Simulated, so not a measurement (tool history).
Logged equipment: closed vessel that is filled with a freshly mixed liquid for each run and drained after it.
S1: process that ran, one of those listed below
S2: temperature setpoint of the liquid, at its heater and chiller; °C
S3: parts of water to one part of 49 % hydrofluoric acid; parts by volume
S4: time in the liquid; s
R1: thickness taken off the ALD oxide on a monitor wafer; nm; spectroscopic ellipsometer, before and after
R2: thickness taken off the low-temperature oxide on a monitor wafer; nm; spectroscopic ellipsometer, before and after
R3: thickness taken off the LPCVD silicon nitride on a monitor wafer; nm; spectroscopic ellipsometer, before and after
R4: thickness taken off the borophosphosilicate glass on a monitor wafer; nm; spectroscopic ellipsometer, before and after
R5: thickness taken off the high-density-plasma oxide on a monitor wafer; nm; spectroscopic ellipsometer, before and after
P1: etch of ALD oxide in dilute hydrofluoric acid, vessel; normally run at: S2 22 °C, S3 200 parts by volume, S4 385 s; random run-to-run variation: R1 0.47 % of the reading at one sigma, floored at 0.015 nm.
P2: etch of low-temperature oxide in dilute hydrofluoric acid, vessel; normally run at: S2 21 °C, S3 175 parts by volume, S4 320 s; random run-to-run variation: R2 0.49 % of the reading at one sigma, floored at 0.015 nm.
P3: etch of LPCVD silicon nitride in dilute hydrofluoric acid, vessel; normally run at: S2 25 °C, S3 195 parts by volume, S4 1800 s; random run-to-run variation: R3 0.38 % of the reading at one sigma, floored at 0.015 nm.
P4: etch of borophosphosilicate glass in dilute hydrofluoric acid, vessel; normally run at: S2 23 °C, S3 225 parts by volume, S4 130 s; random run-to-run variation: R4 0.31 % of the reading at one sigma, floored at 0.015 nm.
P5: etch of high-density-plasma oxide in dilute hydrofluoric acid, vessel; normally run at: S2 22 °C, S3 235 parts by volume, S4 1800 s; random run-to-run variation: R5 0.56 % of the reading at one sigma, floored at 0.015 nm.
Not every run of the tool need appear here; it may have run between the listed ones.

Run 1, day 0.254: S1 P1, S2 22 °C, S3 200 parts by volume, S4 385 s. Result: R1 25.139 nm.
Run 2, day 0.571: S1 P2, S2 21 °C, S3 175 parts by volume, S4 95 s. Result: R2 5.2194 nm.
Run 3, day 0.746: S1 P3, S2 25 °C, S3 195 parts by volume, S4 1800 s. Result: R3 5.289 nm.
Run 4, day 1.117: S1 P1, S2 22 °C, S3 200 parts by volume, S4 385 s. Result: R1 25.235 nm.
Run 5, day 1.396: S1 P2, S2 27.5 °C, S3 175 parts by volume, S4 320 s. Result: R2 22.588 nm.
Run 6, day 1.725: S1 P3, S2 17.5 °C, S3 195 parts by volume, S4 1800 s. Result: R3 3.223 nm.
Run 7, day 1.938: S1 P1, S2 18.5 °C, S3 200 parts by volume, S4 75 s. Result: R1 4.3151 nm.
Run 8, day 2.233: S1 P4, S2 23 °C, S3 225 parts by volume, S4 130 s. Result: R4 33.186 nm.
Run 9, day 2.588: S1 P4, S2 23 °C, S3 225 parts by volume, S4 130 s. Result: R4 33.073 nm.
At day 2.829: thermometer replaced.
Run 10, day 2.867: S1 P1, S2 27 °C, S3 200 parts by volume, S4 385 s. Result: R1 30.55 nm.
Run 11, day 3.238: S1 P5, S2 29.5 °C, S3 235 parts by volume, S4 1800 s. Result: R5 41.205 nm.
Run 12, day 3.488: S1 P5, S2 22 °C, S3 420 parts by volume, S4 1800 s. Result: R5 14.927 nm.
Run 13, day 3.721: S1 P4, S2 17 °C, S3 225 parts by volume, S4 130 s. Result: R4 26.219 nm.
Run 14, day 3.9: S1 P1, S2 22 °C, S3 280 parts by volume, S4 195 s. Result: R1 8.4033 nm.
Run 15, day 4.196: S1 P3, S2 25 °C, S3 195 parts by volume, S4 3615 s. Result: R3 10.5 nm.
Run 16, day 4.492: S1 P4, S2 23 °C, S3 340 parts by volume, S4 130 s. Result: R4 19.71 nm.
Run 17, day 4.792: S1 P1, S2 17 °C, S3 200 parts by volume, S4 385 s. Result: R1 20.845 nm.
Run 18, day 5.021: S1 P1, S2 22 °C, S3 200 parts by volume, S4 385 s. Result: R1 25.406 nm.
Run 19, day 5.246: S1 P5, S2 22 °C, S3 235 parts by volume, S4 855 s. Result: R5 14.945 nm.
Run 20, day 5.454: S1 P3, S2 25 °C, S3 195 parts by volume, S4 1800 s. Result: R3 5.2404 nm.
Run 21, day 5.662: S1 P1, S2 22 °C, S3 200 parts by volume, S4 640 s. Result: R1 42.511 nm.
Run 22, day 5.988: S1 P1, S2 22 °C, S3 200 parts by volume, S4 385 s. Result: R1 25.122 nm.
Run 23, day 6.238: S1 P1, S2 22 °C, S3 310 parts by volume, S4 385 s. Result: R1 14.613 nm.
Run 24, day 6.488: S1 P1, S2 22 °C, S3 200 parts by volume, S4 385 s. Result: R1 25.211 nm.
Run 25, day 6.7: S1 P4, S2 23 °C, S3 225 parts by volume, S4 230 s. Result: R4 58.544 nm.
Run 26, day 6.975: S1 P3, S2 25 °C, S3 325 parts by volume, S4 1800 s. Result: R3 3.1479 nm.
Run 27, day 7.3: S1 P5, S2 22 °C, S3 235 parts by volume, S4 1800 s. Result: R5 31.45 nm.
Run 28, day 7.608: S1 P2, S2 21 °C, S3 310 parts by volume, S4 320 s. Result: R2 8.6682 nm.
Run 29, day 7.854: S1 P1, S2 22 °C, S3 200 parts by volume, S4 195 s. Result: R1 12.829 nm.
Run 30, day 8.112: S1 P2, S2 21 °C, S3 175 parts by volume, S4 320 s. Result: R2 17.562 nm.
Run 31, day 8.346: S1 P1, S2 22 °C, S3 75 parts by volume, S4 385 s. Result: R1 76.485 nm.
Run 32, day 8.725: S1 P5, S2 22 °C, S3 235 parts by volume, S4 1800 s. Result: R5 31.498 nm.
Run 33, day 9.062: S1 P1, S2 22 °C, S3 200 parts by volume, S4 385 s. Result: R1 24.99 nm.
Run 34, day 9.296: S1 P1, S2 22 °C, S3 200 parts by volume, S4 385 s. Result: R1 26.29 nm.
Run 35, day 9.65: S1 P1, S2 22 °C, S3 200 parts by volume, S4 385 s. Result: R1 26.803 nm.
Run 36, day 10.021: S1 P1, S2 22 °C, S3 200 parts by volume, S4 385 s. Result: R1 27.247 nm.
Run 37, day 10.342: S1 P1, S2 22 °C, S3 200 parts by volume, S4 385 s. Result: R1 27.407 nm.
Run 38, day 10.571: S1 P1, S2 22 °C, S3 200 parts by volume, S4 385 s. Result: R1 27.406 nm.
Run 39, day 10.75: S1 P1, S2 22 °C, S3 200 parts by volume, S4 385 s. Result: R1 27.749 nm.
Run 40, day 10.946: S1 P1, S2 22 °C, S3 200 parts by volume, S4 385 s. Result: R1 27.837 nm.

P1 no longer gives what it gave before; its output has crept away from where it was. The following 2 causes, each at its listed size, fit the log equally well:
A: hydrofluoric acid flow above the setpoint (%) = 7.76
B: liquid hotter than its thermometer reads (K) = 2.41
Creep in the process output first set in at about day 9.062.

Which of the 4 check runs listed below separates the causes, so that each cause would produce a clearly different result? Each run uses one wafer, and its results are marked with question marks.
Run check 1, day 11.142: S1 P5, S2 22 °C, S3 235 parts by volume, S4 1800 s. Result: R5 ?.
Run check 2, day 11.142: S1 P2, S2 21 °C, S3 175 parts by volume, S4 320 s. Result: R2 ?.
Run check 3, day 11.142: S1 P4, S2 23 °C, S3 225 parts by volume, S4 130 s. Result: R4 ?.
Run check 4, day 11.142: S1 P3, S2 25 °C, S3 195 parts by volume, S4 1800 s. Result: R3 ?.

What every check run would give for each of its results, assuming each possible cause in turn:
  check  result    if A    if B
check 1      R5  34.514  34.386
check 2      R2  19.188  19.274
check 3      R4   36.44  36.294
check 4      R3  5.6302  6.0706
Per check, the gap between the least separated pair of causes, taken in the result that splits them most: check 1 0.37 %; check 2 0.45 %; check 3 0.4 %; check 4 7.53 %
The other checks would show nearly matching results whichever cause is true, so check 4 is the only one that separates the causes.

Check 4 has now been run. It gave: R3 6.0891 nm. Which of the candidate causes is it?

Of the candidate causes, it is B: liquid hotter than its thermometer reads (K).
